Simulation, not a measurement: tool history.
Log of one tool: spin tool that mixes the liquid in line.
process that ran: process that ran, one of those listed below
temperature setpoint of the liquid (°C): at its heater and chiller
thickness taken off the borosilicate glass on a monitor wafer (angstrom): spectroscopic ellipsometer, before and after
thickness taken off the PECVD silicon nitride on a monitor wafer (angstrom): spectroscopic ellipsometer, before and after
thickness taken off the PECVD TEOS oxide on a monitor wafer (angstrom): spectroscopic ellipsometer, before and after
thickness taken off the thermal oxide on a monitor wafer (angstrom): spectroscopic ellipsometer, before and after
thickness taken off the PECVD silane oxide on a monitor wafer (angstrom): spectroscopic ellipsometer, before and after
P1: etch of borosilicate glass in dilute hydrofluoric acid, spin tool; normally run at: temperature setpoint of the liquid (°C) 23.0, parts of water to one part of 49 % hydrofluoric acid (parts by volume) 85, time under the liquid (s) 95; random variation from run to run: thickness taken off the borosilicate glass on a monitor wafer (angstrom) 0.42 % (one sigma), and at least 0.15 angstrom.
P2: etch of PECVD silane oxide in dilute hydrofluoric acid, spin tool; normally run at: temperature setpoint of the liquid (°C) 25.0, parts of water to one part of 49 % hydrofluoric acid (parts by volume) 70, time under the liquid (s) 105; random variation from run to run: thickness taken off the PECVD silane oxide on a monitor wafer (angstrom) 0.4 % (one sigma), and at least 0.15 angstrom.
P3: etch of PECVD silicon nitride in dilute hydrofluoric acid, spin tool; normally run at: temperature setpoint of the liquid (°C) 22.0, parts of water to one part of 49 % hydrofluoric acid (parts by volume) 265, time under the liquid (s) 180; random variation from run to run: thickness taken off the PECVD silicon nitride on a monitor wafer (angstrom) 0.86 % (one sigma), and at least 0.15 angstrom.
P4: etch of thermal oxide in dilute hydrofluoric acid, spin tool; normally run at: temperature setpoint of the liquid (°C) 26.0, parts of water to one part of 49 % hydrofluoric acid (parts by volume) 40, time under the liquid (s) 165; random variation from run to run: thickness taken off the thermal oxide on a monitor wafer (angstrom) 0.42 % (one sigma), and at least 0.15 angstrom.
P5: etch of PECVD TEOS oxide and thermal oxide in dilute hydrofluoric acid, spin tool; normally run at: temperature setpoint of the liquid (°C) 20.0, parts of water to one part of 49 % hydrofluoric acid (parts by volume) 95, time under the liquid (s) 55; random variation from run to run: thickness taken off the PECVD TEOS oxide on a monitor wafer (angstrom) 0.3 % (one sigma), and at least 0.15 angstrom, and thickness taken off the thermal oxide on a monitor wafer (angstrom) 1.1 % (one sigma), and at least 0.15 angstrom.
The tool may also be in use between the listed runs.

run     day  process that ran  temperature setpoint of the liquid (°C)  parts of water to one part of 49 % hydrofluoric acid (parts by volume)  time under the liquid (s)  hours since the thermometer was replaced  hours since the hydrofluoric acid flow meter was replaced  thickness taken off the borosilicate glass on a monitor wafer (angstrom)  thickness taken off the PECVD silicon nitride on a monitor wafer (angstrom)  thickness taken off the PECVD TEOS oxide on a monitor wafer (angstrom)  thickness taken off the thermal oxide on a monitor wafer (angstrom)  thickness taken off the PECVD silane oxide on a monitor wafer (angstrom)
  1   0.479                P1                                     23.0                                                                      85                         95                                    1013.3                                                      119.6                                                                   410.830
  2   0.738                P1                                     26.5                                                                      30                         95                                    1019.5                                                      125.8                                                                  1448.000
  3   1.204                P1                                     23.0                                                                      85                        135                                    1030.7                                                      137.0                                                                   583.360
  4   1.567                P1                                     23.0                                                                      85                         95                                    1039.4                                                      145.7                                                                   411.230
  5   2.054                P3                                     22.0                                                                     265                        345                                    1051.1                                                      157.4                                                                                                                                                 50.979
  6   2.375                P5                                     20.0                                                                      95                         85                                    1058.8                                                      165.1                                                                                                                                                                                                                         164.27                                                               34.473
  7   2.675                P4                                     26.0                                                                      40                        165                                    1066.0                                                      172.3                                                                                                                                                                                                                                                                                             221.380
  8   3.121                P1                                     23.0                                                                      20                         95                                    1076.7                                                      183.0                                                                  1881.200
  9   3.533                P2                                     25.0                                                                      70                        105                                    1086.6                                                      192.9                                                                                                                                                                                                                                                                                                                                                                       325.810
 10   3.812                P4                                     26.0                                                                      40                        245                                    1093.3                                                      199.6                                                                                                                                                                                                                                                                                             328.180
 11   4.212                P2                                     32.0                                                                      70                        105                                    1102.9                                                      209.2                                                                                                                                                                                                                                                                                                                                                                       428.220
 12   4.492                P1                                     23.0                                                                      85                         95                                    1109.6                                                      215.9                                                                   409.300
 13   4.938                P1                                     27.0                                                                      85                         20                                    1120.3                                                      226.6                                                                   101.280
 14   5.454                P1                                     23.0                                                                      85                         95                                    1132.7                                                      239.0                                                                   411.660
 15   5.971                P5                                     20.0                                                                      95                         55                                    1145.1                                                      251.4                                                                                                                                                                                                                         107.50                                                               22.020
 16   6.292                P5                                     20.0                                                                      20                         55                                    1152.8                                                      259.1                                                                                                                                                                                                                         555.73                                                              115.970
 17   6.554                P5                                     27.0                                                                      95                         55                                    1159.1                                                      265.4                                                                                                                                                                                                                         141.59                                                               29.562
 18   6.838                P1                                     17.5                                                                      85                         95                                    1165.9                                                      272.2                                                                   327.380
 19   7.200                P3                                     22.0                                                                      90                        180                                    1174.6                                                      280.9                                                                                                                                                 77.475
 20   7.646                P1                                     23.0                                                                      85                         95                                    1185.3                                                      291.6                                                                   411.170
 21   8.054                P1                                     23.0                                                                      85                         15                                    1195.1                                                      301.4                                                                    64.641
      8.283  -- hydrofluoric acid flow meter replaced
 22   8.508                P1                                     23.0                                                                      85                         95                                    1206.0                                                        5.4                                                                   412.850
 23   8.912                P3                                     22.0                                                                     265                        180                                    1215.7                                                       15.1                                                                                                                                                 26.540
 24   9.212                P4                                     26.0                                                                      25                        165                                    1222.9                                                       22.3                                                                                                                                                                                                                                                                                             366.600
 25   9.675                P4                                     32.5                                                                      40                        165                                    1234.0                                                       33.4                                                                                                                                                                                                                                                                                             288.870
 26  10.133                P1                                     23.0                                                                     135                         95                                    1245.0                                                       44.4                                                                   243.730
 27  10.488                P1                                     30.5                                                                      85                         95                                    1253.5                                                       52.9                                                                   548.190
 28  10.975                P2                                     25.0                                                                      70                         15                                    1265.2                                                       64.6                                                                                                                                                                                                                                                                                                                                                                        47.079
 29  11.392                P4                                     26.0                                                                      40                        165                                    1275.2                                                       74.6                                                                                                                                                                                                                                                                                             222.670
 30  11.712                P2                                     25.0                                                                     125                        105                                    1282.9                                                       82.3                                                                                                                                                                                                                                                                                                                                                                       170.940
 31  12.262                P3                                     17.0                                                                     265                        180                                    1296.1                                                       95.5                                                                                                                                                 19.036
 32  12.521                P1                                     23.0                                                                      85                         95                                    1302.3                                                      101.7                                                                   410.380
 33  12.817                P1                                     23.0                                                                      85                         95                                    1309.4                                                      108.8                                                                   418.290
 34  13.242                P1                                     23.0                                                                      85                         95                                    1319.6                                                      119.0                                                                   424.720
 35  13.783                P1                                     23.0                                                                      85                         95                                    1332.6                                                      132.0                                                                   428.180
 36  14.217                P1                                     23.0                                                                      85                         95                                    1343.0                                                      142.4                                                                   432.120
 37  14.483                P1                                     23.0                                                                      85                         95                                    1349.4                                                      148.8                                                                   431.970
 38  14.767                P1                                     23.0                                                                      85                         95                                    1356.2                                                      155.6                                                                   432.930
 39  15.158                P1                                     23.0                                                                      85                         95                                    1365.6                                                      165.0                                                                   437.750

What P1 gives has crept away from where it was. These 2 causes fit the log equally well, each at the size given:
A: hydrofluoric acid flow above the setpoint (%) = 5.13
B: liquid hotter than its thermometer reads (K) = 1.38
The creep began at about day 12.521.

4 check runs are offered, each on 5 wafers whose results are averaged, their results left as question marks. Which one tells the causes apart?
check 1  15.550                P4                                     26.0                                                                      40                        165                                                                                                                                                                                                                                                                                                                                                                                                        ?
check 2  15.550                P3                                     22.0                                                                     265                        180                                                                                                                                                                                                                                                           ?
check 3  15.550                P5                                     20.0                                                                      95                         55                                                                                                                                                                                                                                                                                                                                   ?                                                                    ?
check 4  15.550                P2                                     25.0                                                                      70                        105                                                                                                                                                                                                                                                                                                                                                                                                                                                                                  ?

What each check would give under each cause:
  check                                                                       result     if A     if B
check 1          thickness taken off the thermal oxide on a monitor wafer (angstrom)  235.530  236.320
check 2  thickness taken off the PECVD silicon nitride on a monitor wafer (angstrom)   27.914   28.976
check 3       thickness taken off the PECVD TEOS oxide on a monitor wafer (angstrom)   112.75   112.88
check 3          thickness taken off the thermal oxide on a monitor wafer (angstrom)   23.697   23.725
check 4     thickness taken off the PECVD silane oxide on a monitor wafer (angstrom)  345.370  345.550
How far apart the two closest causes lie, in the result that separates them most: check 1 0.34 %; check 2 3.73 %; check 3 0.12 %; check 4 0.05 %
Only check 2 tells the causes apart: in the others they would give nearly the same result.

Check 2 was then run and gave: thickness taken off the PECVD silicon nitride on a monitor wafer (angstrom) 28.914. Which cause is it?

It is B: liquid hotter than its thermometer reads (K).

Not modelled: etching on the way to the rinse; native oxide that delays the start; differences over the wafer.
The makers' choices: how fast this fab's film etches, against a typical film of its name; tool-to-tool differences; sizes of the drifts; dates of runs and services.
